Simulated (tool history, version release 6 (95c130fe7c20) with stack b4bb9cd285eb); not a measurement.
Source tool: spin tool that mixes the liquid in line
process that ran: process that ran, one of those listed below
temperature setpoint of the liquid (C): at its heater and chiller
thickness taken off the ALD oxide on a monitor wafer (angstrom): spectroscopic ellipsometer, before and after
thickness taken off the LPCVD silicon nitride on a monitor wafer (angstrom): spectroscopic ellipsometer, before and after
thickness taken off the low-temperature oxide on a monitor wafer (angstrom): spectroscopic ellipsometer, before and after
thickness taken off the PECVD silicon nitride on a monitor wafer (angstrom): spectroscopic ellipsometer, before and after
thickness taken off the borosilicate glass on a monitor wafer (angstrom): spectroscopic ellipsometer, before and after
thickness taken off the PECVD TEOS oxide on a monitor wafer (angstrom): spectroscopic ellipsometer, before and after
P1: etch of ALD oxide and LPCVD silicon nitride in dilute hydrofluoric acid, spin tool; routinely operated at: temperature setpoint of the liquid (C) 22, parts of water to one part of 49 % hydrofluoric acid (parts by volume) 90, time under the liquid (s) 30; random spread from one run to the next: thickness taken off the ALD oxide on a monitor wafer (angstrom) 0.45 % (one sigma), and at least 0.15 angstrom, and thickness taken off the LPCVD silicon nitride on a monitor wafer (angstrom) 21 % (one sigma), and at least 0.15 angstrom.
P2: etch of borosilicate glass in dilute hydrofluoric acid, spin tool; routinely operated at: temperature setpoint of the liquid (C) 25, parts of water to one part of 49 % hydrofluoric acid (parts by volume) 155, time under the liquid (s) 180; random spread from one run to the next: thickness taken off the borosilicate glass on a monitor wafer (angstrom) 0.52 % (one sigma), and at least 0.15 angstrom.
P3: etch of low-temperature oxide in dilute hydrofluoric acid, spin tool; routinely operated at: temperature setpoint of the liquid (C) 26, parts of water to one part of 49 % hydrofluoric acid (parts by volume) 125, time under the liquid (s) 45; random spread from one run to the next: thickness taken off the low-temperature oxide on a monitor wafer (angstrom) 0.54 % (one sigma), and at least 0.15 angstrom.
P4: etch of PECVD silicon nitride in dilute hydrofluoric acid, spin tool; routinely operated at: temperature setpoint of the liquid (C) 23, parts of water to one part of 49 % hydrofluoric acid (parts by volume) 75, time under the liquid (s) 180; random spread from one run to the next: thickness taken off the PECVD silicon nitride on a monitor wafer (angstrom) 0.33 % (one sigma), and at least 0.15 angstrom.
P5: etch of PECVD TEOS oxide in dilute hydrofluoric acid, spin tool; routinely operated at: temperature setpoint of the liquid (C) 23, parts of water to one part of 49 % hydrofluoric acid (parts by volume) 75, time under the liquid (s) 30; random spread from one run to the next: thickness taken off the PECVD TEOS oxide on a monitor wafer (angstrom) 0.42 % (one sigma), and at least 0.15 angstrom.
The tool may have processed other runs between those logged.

run   hour  process that ran  temperature setpoint of the liquid (C)  parts of water to one part of 49 % hydrofluoric acid (parts by volume)  time under the liquid (s)  hours since the thermometer was replaced  hours since the hydrofluoric acid flow meter was replaced  thickness taken off the ALD oxide on a monitor wafer (angstrom)  thickness taken off the LPCVD silicon nitride on a monitor wafer (angstrom)  thickness taken off the low-temperature oxide on a monitor wafer (angstrom)  thickness taken off the PECVD silicon nitride on a monitor wafer (angstrom)  thickness taken off the borosilicate glass on a monitor wafer (angstrom)  thickness taken off the PECVD TEOS oxide on a monitor wafer (angstrom)
  1    7.3                P1                                      22                                                                      90                         30                                     321.2                                                     1071.6                                                           103.71                                                                       1.1025
  2   21.9                P3                                      26                                                                     125                         80                                     335.8                                                     1086.2                                                                                                                                                                                                                     79.011
  3   29.4                P4                                      17                                                                      75                        180                                     343.3                                                     1093.7                                                                                                                                                                                                                                                                                                  43.607
  4   38.6                P3                                      26                                                                     125                         45                                     352.5                                                     1102.9                                                                                                                                                                                                                     44.505
  5   47.5                P1                                      22                                                                      90                         30                                     361.4                                                     1111.8                                                           103.11                                                                       1.2906
  6   58.5                P2                                      25                                                                     155                        180                                     372.4                                                     1122.8                                                                                                                                                                                                                                                                                                                                                                            189.82
  7   72.3                P1                                      22                                                                      90                         30                                     386.2                                                     1136.6                                                           102.86                                                                       0.8007
  8   84.7                P2                                      25                                                                      20                        180                                     398.6                                                       1149                                                                                                                                                                                                                                                                                                                                                                            1759.9
      93.5  -- thermometer replaced
  9   94.2                P1                                      22                                                                      90                         30                                       0.7                                                     1158.5                                                           102.11                                                                       1.2708
 10    107                P1                                      22                                                                      90                         30                                      13.5                                                     1171.3                                                           102.73                                                                       0.8248
 11  118.8                P4                                      23                                                                      75                        180                                      25.3                                                     1183.1                                                                                                                                                                                                                                                                                                  64.939
 12  128.1                P4                                      23                                                                      75                        180                                      34.6                                                     1192.4                                                                                                                                                                                                                                                                                                  65.481
 13  139.4                P5                                      29                                                                      75                         30                                      45.9                                                     1203.7                                                                                                                                                                                                                                                                                                                                                                                                                                                    103.73
 14  149.3                P1                                      22                                                                      50                         30                                      55.8                                                     1213.6                                                           193.83                                                                       2.5012
 15  156.2                P2                                      25                                                                     155                         35                                      62.7                                                     1220.5                                                                                                                                                                                                                                                                                                                                                                            37.532
 16  164.1                P5                                      23                                                                      75                         15                                      70.6                                                     1228.4                                                                                                                                                                                                                                                                                                                                                                                                                                                    40.784
 17  175.4                P4                                      23                                                                      75                        305                                      81.9                                                     1239.7                                                                                                                                                                                                                                                                                                  111.31
 18  185.9                P1                                      22                                                                      90                         30                                      92.4                                                     1250.2                                                           102.62                                                                       1.1128
 19  200.7                P1                                      22                                                                     145                         15                                     107.2                                                       1265                                                           29.742                                                                      0.16113
 20  214.8                P1                                    25.5                                                                      90                         30                                     121.3                                                     1279.1                                                           118.62                                                                       2.3864
 21  229.2                P1                                      22                                                                     165                         30                                     135.7                                                     1293.5                                                           51.146                                                                      0.54421
 22    240                P1                                      26                                                                      90                         15                                     146.5                                                     1304.3                                                           60.322                                                                      0.62809
 23  253.1                P3                                      22                                                                     125                         45                                     159.6                                                     1317.4                                                                                                                                                                                                                     37.924
 24  263.4                P1                                      22                                                                      90                         50                                     169.9                                                     1327.7                                                           171.72                                                                       1.6317
 25  275.9                P4                                      23                                                                     105                        180                                     182.4                                                     1340.2                                                                                                                                                                                                                                                                                                  47.094

Run 26 comes next. What will it give?
 26  288.7                P1                                      17                                                                      90                         30                                     195.2                                                       1353                                                                ?                                                                            ?

{"run 26": {"thickness taken off the ALD oxide on a monitor wafer (angstrom)": 83.44, "thickness taken off the LPCVD silicon nitride on a monitor wafer (angstrom)": 1.1212}}
